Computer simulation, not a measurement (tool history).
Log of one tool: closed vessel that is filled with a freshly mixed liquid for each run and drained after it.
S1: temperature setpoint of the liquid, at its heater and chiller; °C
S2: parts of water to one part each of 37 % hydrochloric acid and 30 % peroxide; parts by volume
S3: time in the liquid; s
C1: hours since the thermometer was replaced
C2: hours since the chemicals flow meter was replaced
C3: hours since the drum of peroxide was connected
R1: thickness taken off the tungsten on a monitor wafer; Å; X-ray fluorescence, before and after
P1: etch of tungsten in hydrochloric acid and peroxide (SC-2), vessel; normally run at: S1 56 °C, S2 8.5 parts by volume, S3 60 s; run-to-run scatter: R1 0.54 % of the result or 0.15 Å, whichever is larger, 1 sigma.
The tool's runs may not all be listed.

run	hour	S1	S2	S3	C1	C2	C3	R1
1	5.6	56	8.5	60	384.8	147.1	126.3	160.23
2	11	56	8.5	60	390.2	152.5	131.7	160.13
3	17.4	56	8.5	60	396.6	158.9	138.1	159.76
4	20.8	56	8.5	60	400	162.3	141.5	159.75
# hour 26.3: new drum of peroxide connected
5	26.8	56	8.5	30	406	168.3	0.6	79.814
6	30.4	56	8.5	60	409.6	171.9	4.2	159.81
7	33.8	40.5	8.5	35	413	175.3	7.6	32.92
8	37.1	41.5	8.5	60	416.3	178.6	10.9	60.447
9	40.1	71.5	8.5	60	419.3	181.6	13.9	417.35
10	45.7	56	8.5	120	424.9	187.2	19.5	320.54
11	49.9	56	14.5	60	429.1	191.4	23.7	102.73
12	55.4	56	4	60	434.6	196.9	29.2	283.36

The next listed run, before its measurement:
13	61.3	56	8.5	60	440.5	202.8	35.1	?

{"run 13": {"R1": 159.43}}

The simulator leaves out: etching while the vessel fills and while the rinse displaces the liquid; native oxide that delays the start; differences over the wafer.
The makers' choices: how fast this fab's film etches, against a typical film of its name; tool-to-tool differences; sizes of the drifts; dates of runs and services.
